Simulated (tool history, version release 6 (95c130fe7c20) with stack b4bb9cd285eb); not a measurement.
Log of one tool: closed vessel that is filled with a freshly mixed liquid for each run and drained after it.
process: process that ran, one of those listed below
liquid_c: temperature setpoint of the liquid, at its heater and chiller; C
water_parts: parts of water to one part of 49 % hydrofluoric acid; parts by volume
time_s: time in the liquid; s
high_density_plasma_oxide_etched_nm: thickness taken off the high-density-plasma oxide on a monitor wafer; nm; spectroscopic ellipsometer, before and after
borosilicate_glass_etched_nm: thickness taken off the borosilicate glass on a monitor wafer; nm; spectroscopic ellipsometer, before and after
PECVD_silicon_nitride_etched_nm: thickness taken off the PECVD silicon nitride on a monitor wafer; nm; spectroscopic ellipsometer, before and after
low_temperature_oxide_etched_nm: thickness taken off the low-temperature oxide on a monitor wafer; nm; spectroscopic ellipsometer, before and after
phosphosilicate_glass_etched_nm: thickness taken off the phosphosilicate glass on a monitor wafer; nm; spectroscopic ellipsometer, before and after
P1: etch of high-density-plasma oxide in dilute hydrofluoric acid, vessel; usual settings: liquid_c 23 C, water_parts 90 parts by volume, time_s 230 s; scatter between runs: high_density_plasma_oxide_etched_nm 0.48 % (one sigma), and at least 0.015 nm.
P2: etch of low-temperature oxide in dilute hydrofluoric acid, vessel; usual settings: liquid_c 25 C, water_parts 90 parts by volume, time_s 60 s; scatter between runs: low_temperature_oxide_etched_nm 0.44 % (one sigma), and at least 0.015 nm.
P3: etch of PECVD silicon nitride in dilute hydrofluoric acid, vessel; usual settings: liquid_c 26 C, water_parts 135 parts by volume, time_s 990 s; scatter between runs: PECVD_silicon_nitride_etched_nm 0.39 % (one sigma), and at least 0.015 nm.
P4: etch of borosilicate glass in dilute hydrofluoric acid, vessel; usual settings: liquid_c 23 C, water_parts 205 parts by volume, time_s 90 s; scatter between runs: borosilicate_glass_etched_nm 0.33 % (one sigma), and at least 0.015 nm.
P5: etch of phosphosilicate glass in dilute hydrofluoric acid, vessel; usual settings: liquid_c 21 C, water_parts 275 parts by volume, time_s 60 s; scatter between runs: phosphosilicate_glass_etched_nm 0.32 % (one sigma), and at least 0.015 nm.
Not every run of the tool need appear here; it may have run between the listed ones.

run   hour  process  liquid_c  water_parts  time_s  high_density_plasma_oxide_etched_nm  borosilicate_glass_etched_nm  PECVD_silicon_nitride_etched_nm  low_temperature_oxide_etched_nm  phosphosilicate_glass_etched_nm
  1    7.3       P1        23           90     230                               25.908
  2   11.4       P4        23           60      90                                                             52.848
  3   20.7       P3        26           25     990                                                                                              75.805
  4   28.2       P1      27.5           90     230                               30.993
  5   37.3       P1        23          150     230                               14.434
  6   42.4       P1        23           90     230                               25.851
  7   46.9       P2        25           90      30                                                                                                                                 8.35
  8   55.8       P1        23           90     230                               25.888
  9   64.1       P1      18.5           90     230                               21.498
 10   73.4       P3      32.5          135     990                                                                                              21.849
 11   80.5       P5        21           65      60                                                                                                                                                                59.536
 12   88.4       P4        23          205      90                                                             13.038
 13   97.6       P2      28.5           90      60                                                                                                                                19.23
 14  102.2       P1        23           90     230                               26.059
 15  111.6       P5        21          275      30                                                                                                                                                                5.6238
 16  118.9       P2        25           90      60                                                                                                                               16.861
 17  124.7       P1        23           90     230                               25.861
 18    132       P4        23          205      90                                                             13.113
 19  141.1       P3        26          135     520                                                                                              7.5982
 20  148.5       P1        23           40     230                               62.021
 21  154.4       P1        26           90     110                                14.06
 22  158.5       P3        26          135     990                                                                                              14.505
 23  165.2       P4        27          205      90                                                              15.19
 24  173.6       P5        29          275      60                                                                                                                                                                14.822
 25  179.7       P1        23           90     230                               25.795
 26    184       P5        21          275      60                                                                                                                                                                11.221
 27  192.8       P4        23          205      50                                                             7.2291
 28  201.3       P1        23           90     390                               44.028
 29  208.2       P2        25           30      60                                                                                                                               54.619
     210.5  -- hydrofluoric acid flow meter replaced
 30  214.5       P5        21          275      60                                                                                                                                                                11.312
 31  222.4       P1        23           90     115                                13.08
 32  229.1       P1        23           90     230                               25.927
 33  234.5       P1        23           90     230                               26.113
 34  241.5       P1        23           90     230                               27.148
 35  250.4       P1        23           90     230                               27.787
 36  255.4       P1        23           90     230                                27.99
 37  262.5       P1        23           90     230                               28.425
 38  267.8       P1        23           90     230                               28.373
 39  274.3       P1        23           90     230                               28.452
 40  280.8       P1        23           90     230                                28.77

P1 no longer gives what it gave before; its output has crept away from where it was. The following 2 causes, each at its listed size, fit the log equally well:
A: liquid hotter than its thermometer reads (K) = 2.39
B: hydrofluoric acid flow above the setpoint (%) = 8.97
The process output started creeping at around hour 234.5.

Each of the 4 check runs below uses one wafer; its results are left as question marks. Which run tells the causes apart?
check 1  287.3       P2        28           90      40                                                                                                                                    ?
check 2  287.3       P4        23           90      90                                                                  ?
check 3  287.3       P5        21          145      60                                                                                                                                                                     ?
check 4  287.3       P3      32.5           65     990                                                                                                   ?

How each check would come out, cause by cause:
  check                           result    if A    if B
check 1  low_temperature_oxide_etched_nm  13.783  13.853
check 2     borosilicate_glass_etched_nm  37.274  37.266
check 3  phosphosilicate_glass_etched_nm  26.638  26.784
check 4  PECVD_silicon_nitride_etched_nm  52.766  49.564
Per check, the gap between the least separated pair of causes, taken in the result that splits them most: check 1 0.51 %; check 2 0.02 %; check 3 0.55 %; check 4 6.26 %
Of the check runs offered, only check 4 discriminates between the causes; the rest would read about the same regardless of which cause applies.

After running check 4, the following was obtained: PECVD_silicon_nitride_etched_nm 49.484 nm. Which cause does this point to?

It is B: hydrofluoric acid flow above the setpoint (%).
